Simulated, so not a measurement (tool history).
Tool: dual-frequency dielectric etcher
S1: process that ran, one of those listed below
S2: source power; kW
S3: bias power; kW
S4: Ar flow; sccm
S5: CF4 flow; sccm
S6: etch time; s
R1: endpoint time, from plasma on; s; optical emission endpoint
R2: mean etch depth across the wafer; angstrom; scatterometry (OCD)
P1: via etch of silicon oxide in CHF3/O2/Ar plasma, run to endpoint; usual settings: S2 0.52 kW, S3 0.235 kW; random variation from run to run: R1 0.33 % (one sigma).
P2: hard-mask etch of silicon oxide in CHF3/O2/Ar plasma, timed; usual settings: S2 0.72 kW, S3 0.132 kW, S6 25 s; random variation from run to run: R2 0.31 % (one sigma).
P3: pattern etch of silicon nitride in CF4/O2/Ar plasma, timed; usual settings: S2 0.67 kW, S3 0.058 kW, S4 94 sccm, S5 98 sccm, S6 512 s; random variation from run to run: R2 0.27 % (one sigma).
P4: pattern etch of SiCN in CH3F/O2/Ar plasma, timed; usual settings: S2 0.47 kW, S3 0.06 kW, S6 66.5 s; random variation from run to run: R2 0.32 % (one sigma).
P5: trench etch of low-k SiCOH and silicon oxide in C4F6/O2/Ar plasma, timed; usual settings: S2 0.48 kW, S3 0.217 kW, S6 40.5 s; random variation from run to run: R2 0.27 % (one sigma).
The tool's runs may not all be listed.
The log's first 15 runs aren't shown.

run,day,S1,S2,S3,S4,S5,S6,R1,R2
16,2.904,P5,0.57,0.217,,,40.5,,1544.1
17,3.062,P3,0.85,0.058,94,98,512,,16094
18,3.229,P1,0.52,0.235,,,,196.43,
19,3.383,P2,0.72,0.132,,,25,,481.21
20,3.567,P3,0.67,0.058,94,132,512,,13537
21,3.729,P5,0.48,0.3,,,40.5,,1601.9
22,3.833,P4,0.37,0.06,,,66.5,,223.1
23,3.983,P4,0.47,0.081,,,66.5,,271.32
24,4.196,P4,0.47,0.06,,,40.5,,147.72
25,4.375,P3,0.67,0.058,94,98,512,,13110
26,4.588,P3,0.67,0.058,94,98,297,,7593.5
27,4.733,P4,0.47,0.06,,,66.5,,242.4
# day 4.817: wet clean of the chamber
28,4.967,P5,0.48,0.217,,,25,,892.31
29,5.117,P1,0.38,0.324,,,,196.21,
30,5.238,P1,0.52,0.235,,,,195.97,
31,5.404,P1,0.36,0.165,,,,257.17,
32,5.575,P1,0.52,0.235,,,,196.88,
33,5.808,P1,0.52,0.235,,,,200.16,
34,5.938,P1,0.52,0.235,,,,200.27,
35,6.133,P1,0.52,0.235,,,,201.02,
36,6.246,P1,0.52,0.235,,,,200.54,
# day 6.321: wet clean of the chamber
37,6.467,P1,0.52,0.235,,,,200.54,

The next listed run, before its measurement:
38,6.667,P1,0.52,0.235,,,,?,

{"run 38": {"R1": 200.09}}

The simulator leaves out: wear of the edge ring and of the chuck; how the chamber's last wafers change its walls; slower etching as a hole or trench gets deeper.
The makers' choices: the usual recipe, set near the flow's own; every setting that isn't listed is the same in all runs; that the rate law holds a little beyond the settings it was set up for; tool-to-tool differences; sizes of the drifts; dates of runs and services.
